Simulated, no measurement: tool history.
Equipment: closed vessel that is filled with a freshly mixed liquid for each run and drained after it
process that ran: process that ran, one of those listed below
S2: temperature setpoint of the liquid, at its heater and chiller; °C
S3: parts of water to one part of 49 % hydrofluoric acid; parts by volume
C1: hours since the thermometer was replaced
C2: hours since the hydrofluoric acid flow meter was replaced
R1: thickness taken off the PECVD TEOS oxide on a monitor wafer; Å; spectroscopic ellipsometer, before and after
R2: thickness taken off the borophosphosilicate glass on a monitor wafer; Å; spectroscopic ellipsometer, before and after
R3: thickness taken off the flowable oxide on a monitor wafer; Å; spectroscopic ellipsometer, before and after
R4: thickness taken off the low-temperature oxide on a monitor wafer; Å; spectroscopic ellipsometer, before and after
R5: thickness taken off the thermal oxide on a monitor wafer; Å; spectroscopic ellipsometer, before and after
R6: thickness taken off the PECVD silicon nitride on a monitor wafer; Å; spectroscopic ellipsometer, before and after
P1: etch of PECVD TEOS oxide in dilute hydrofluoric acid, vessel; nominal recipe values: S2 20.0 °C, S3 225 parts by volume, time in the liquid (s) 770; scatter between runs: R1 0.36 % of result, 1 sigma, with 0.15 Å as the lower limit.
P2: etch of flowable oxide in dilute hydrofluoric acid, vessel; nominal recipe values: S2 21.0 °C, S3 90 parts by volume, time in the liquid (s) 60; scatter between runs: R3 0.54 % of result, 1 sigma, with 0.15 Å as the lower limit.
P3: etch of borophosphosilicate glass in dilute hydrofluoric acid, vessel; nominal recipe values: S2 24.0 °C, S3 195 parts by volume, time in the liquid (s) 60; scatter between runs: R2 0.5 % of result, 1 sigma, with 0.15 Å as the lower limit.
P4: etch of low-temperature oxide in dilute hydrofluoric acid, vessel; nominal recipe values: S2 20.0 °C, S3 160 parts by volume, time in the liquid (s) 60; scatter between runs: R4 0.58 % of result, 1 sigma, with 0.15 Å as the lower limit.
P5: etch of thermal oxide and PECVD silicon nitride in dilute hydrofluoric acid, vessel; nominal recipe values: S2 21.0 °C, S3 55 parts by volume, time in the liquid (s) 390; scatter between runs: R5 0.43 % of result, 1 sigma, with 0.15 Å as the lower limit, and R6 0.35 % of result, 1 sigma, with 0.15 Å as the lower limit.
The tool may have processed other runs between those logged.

{"run": 1, "day": 0.183, "process that ran": "P1", "S2": 20.0, "S3": 225, "time in the liquid (s)": 770, "C1": 314.3, "C2": 706.4, "R1": 443.34}
{"run": 2, "day": 0.454, "process that ran": "P3", "S2": 24.0, "S3": 195, "time in the liquid (s)": 60, "C1": 320.8, "C2": 712.9, "R2": 167.84}
{"run": 3, "day": 0.738, "process that ran": "P2", "S2": 21.0, "S3": 130, "time in the liquid (s)": 60, "C1": 327.6, "C2": 719.7, "R3": 129.76}
{"run": 4, "day": 0.958, "process that ran": "P3", "S2": 31.5, "S3": 195, "time in the liquid (s)": 60, "C1": 332.9, "C2": 725.0, "R2": 219.09}
{"run": 5, "day": 1.158, "process that ran": "P1", "S2": 17.0, "S3": 380, "time in the liquid (s)": 770, "C1": 337.7, "C2": 729.8, "R1": 207.08}
{"run": 6, "day": 1.346, "process that ran": "P1", "S2": 27.0, "S3": 350, "time in the liquid (s)": 770, "C1": 342.2, "C2": 734.3, "R1": 323.15}
{"run": 7, "day": 1.517, "process that ran": "P4", "S2": 20.0, "S3": 100, "time in the liquid (s)": 60, "C1": 346.3, "C2": 738.4, "R4": 162.58}
{"run": 8, "day": 1.654, "process that ran": "P4", "S2": 20.0, "S3": 160, "time in the liquid (s)": 60, "C1": 349.6, "C2": 741.7, "R4": 95.027}
{"run": 9, "day": 1.788, "process that ran": "P2", "S2": 21.0, "S3": 90, "time in the liquid (s)": 30, "C1": 352.8, "C2": 744.9, "R3": 99.148}
{"run": 10, "day": 1.954, "process that ran": "P5", "S2": 21.0, "S3": 55, "time in the liquid (s)": 735, "C1": 356.8, "C2": 748.9, "R5": 615.11, "R6": 264.43}
{"run": 11, "day": 2.133, "process that ran": "P3", "S2": 24.0, "S3": 195, "time in the liquid (s)": 100, "C1": 361.1, "C2": 753.2, "R2": 280.31}
{"run": 12, "day": 2.262, "process that ran": "P2", "S2": 21.0, "S3": 90, "time in the liquid (s)": 60, "C1": 364.2, "C2": 756.3, "R3": 197.66}
{"run": 13, "day": 2.525, "process that ran": "P1", "S2": 20.0, "S3": 225, "time in the liquid (s)": 770, "C1": 370.5, "C2": 762.6, "R1": 442.25}
{"run": 14, "day": 2.771, "process that ran": "P4", "S2": 20.0, "S3": 160, "time in the liquid (s)": 60, "C1": 376.4, "C2": 768.5, "R4": 95.495}
{"run": 15, "day": 2.9, "process that ran": "P3", "S2": 24.0, "S3": 195, "time in the liquid (s)": 60, "C1": 379.5, "C2": 771.6, "R2": 167.42}
{"run": 16, "day": 3.162, "process that ran": "P1", "S2": 27.5, "S3": 225, "time in the liquid (s)": 770, "C1": 385.8, "C2": 777.9, "R1": 583.12}
{"run": 17, "day": 3.296, "process that ran": "P4", "S2": 17.0, "S3": 160, "time in the liquid (s)": 60, "C1": 389.0, "C2": 781.1, "R4": 84.664}
{"run": 18, "day": 3.458, "process that ran": "P1", "S2": 20.0, "S3": 225, "time in the liquid (s)": 770, "C1": 392.9, "C2": 785.0, "R1": 445.19}
{"run": 19, "day": 3.692, "process that ran": "P3", "S2": 24.0, "S3": 110, "time in the liquid (s)": 60, "C1": 398.5, "C2": 790.6, "R2": 327.76}
{"run": 20, "day": 3.925, "process that ran": "P1", "S2": 20.0, "S3": 135, "time in the liquid (s)": 770, "C1": 404.1, "C2": 796.2, "R1": 809.71}
{"run": 21, "day": 4.096, "process that ran": "P5", "S2": 17.0, "S3": 55, "time in the liquid (s)": 390, "C1": 408.2, "C2": 800.3, "R5": 275.05, "R6": 105.39}
{"run": 22, "day": 4.292, "process that ran": "P2", "S2": 25.0, "S3": 90, "time in the liquid (s)": 60, "C1": 412.9, "C2": 805.0, "R3": 230.82}
{"run": 23, "day": 4.546, "process that ran": "P4", "S2": 20.0, "S3": 160, "time in the liquid (s)": 30, "C1": 419.0, "C2": 811.1, "R4": 47.398}
{"run": 24, "day": 4.829, "process that ran": "P1", "S2": 20.0, "S3": 225, "time in the liquid (s)": 770, "C1": 425.8, "C2": 817.9, "R1": 442.91}
{"run": 25, "day": 4.967, "process that ran": "P1", "S2": 20.0, "S3": 225, "time in the liquid (s)": 1460, "C1": 429.1, "C2": 821.2, "R1": 844.04}
{"run": 26, "day": 5.162, "process that ran": "P1", "S2": 17.0, "S3": 225, "time in the liquid (s)": 770, "C1": 433.8, "C2": 825.9, "R1": 393.95}
{"run": 27, "day": 5.367, "process that ran": "P1", "S2": 20.0, "S3": 225, "time in the liquid (s)": 240, "C1": 438.7, "C2": 830.8, "R1": 139.47}
{"run": 28, "day": 5.579, "process that ran": "P5", "S2": 21.0, "S3": 55, "time in the liquid (s)": 390, "C1": 443.8, "C2": 835.9, "R5": 325.61, "R6": 140.13}
{"run": 29, "day": 5.846, "process that ran": "P1", "S2": 20.0, "S3": 225, "time in the liquid (s)": 770, "C1": 450.2, "C2": 842.3, "R1": 443.27}
{"run": 30, "day": 6.008, "process that ran": "P5", "S2": 21.0, "S3": 95, "time in the liquid (s)": 390, "C1": 454.1, "C2": 846.2, "R5": 180.52, "R6": 81.726}
{"run": 31, "day": 6.192, "process that ran": "P1", "S2": 20.0, "S3": 405, "time in the liquid (s)": 770, "C1": 458.5, "C2": 850.6, "R1": 209.93}
{"run": 32, "day": 6.338, "process that ran": "P1", "S2": 20.0, "S3": 225, "time in the liquid (s)": 770, "C1": 462.0, "C2": 854.1, "R1": 444.87}
{"run": 33, "day": 6.504, "process that ran": "P1", "S2": 20.0, "S3": 225, "time in the liquid (s)": 770, "C1": 466.0, "C2": 858.1, "R1": 435.86}
{"run": 34, "day": 6.646, "process that ran": "P1", "S2": 20.0, "S3": 225, "time in the liquid (s)": 770, "C1": 469.4, "C2": 861.5, "R1": 428.76}
{"run": 35, "day": 6.875, "process that ran": "P1", "S2": 20.0, "S3": 225, "time in the liquid (s)": 770, "C1": 474.9, "C2": 867.0, "R1": 423.37}
{"run": 36, "day": 7.05, "process that ran": "P1", "S2": 20.0, "S3": 225, "time in the liquid (s)": 770, "C1": 479.1, "C2": 871.2, "R1": 424.35}
{"run": 37, "day": 7.338, "process that ran": "P1", "S2": 20.0, "S3": 225, "time in the liquid (s)": 770, "C1": 486.0, "C2": 878.1, "R1": 418.52}
{"run": 38, "day": 7.562, "process that ran": "P1", "S2": 20.0, "S3": 225, "time in the liquid (s)": 770, "C1": 491.4, "C2": 883.5, "R1": 420.59}
{"run": 39, "day": 7.846, "process that ran": "P1", "S2": 20.0, "S3": 225, "time in the liquid (s)": 770, "C1": 498.2, "C2": 890.3, "R1": 414.2}
{"run": 40, "day": 8.054, "process that ran": "P1", "S2": 20.0, "S3": 225, "time in the liquid (s)": 770, "C1": 503.2, "C2": 895.3, "R1": 420.29}
{"run": 41, "day": 8.317, "process that ran": "P1", "S2": 20.0, "S3": 225, "time in the liquid (s)": 770, "C1": 509.5, "C2": 901.6, "R1": 416.86}

Something has made what P1 gives creep away from where it was; the 2 causes below, each at its own stated size, fit the log equally well:
A: hydrofluoric acid flow below the setpoint (%) = 4.86
B: liquid colder than its thermometer reads (K) = 1.59
Creep in the process output first set in at about day 6.338.

The check runs listed below each take one wafer, and their results are still question marks. Under which run would the listed causes lead to clearly different results?
{"run": "check 1", "day": 8.579, "process that ran": "P3", "S2": 31.0, "S3": 195, "time in the liquid (s)": 60, "R2": "?"}
{"run": "check 2", "day": 8.579, "process that ran": "P2", "S2": 21.0, "S3": 125, "time in the liquid (s)": 30, "R3": "?"}
{"run": "check 3", "day": 8.579, "process that ran": "P5", "S2": 21.0, "S3": 55, "time in the liquid (s)": 700, "R5": "?", "R6": "?"}
{"run": "check 4", "day": 8.579, "process that ran": "P4", "S2": 20.0, "S3": 100, "time in the liquid (s)": 60, "R4": "?"}

What every check run would give for each of its results, assuming each possible cause in turn:
check=check_1 result=R2 if_A=202.19 if_B=203.66
check=check_2 result=R3 if_A=64.368 if_B=63.901
check=check_3 result=R5 if_A=554.46 if_B=546.79
check=check_3 result=R6 if_A=238.360 if_B=224.150
check=check_4 result=R4 if_A=154.700 if_B=153.120
Per-check spread between the two closest causes, in the result where they differ most: check 1 0.73 %; check 2 0.73 %; check 3 6.15 %; check 4 1.03 %
Check 3 distinguishes between the causes, while the remaining checks would return nearly the same result for all of them.

Here is what check 3 returned: R5 547.19 Å; R6 224.960 Å. Which cause is it?

The cause is B: liquid colder than its thermometer reads (K).

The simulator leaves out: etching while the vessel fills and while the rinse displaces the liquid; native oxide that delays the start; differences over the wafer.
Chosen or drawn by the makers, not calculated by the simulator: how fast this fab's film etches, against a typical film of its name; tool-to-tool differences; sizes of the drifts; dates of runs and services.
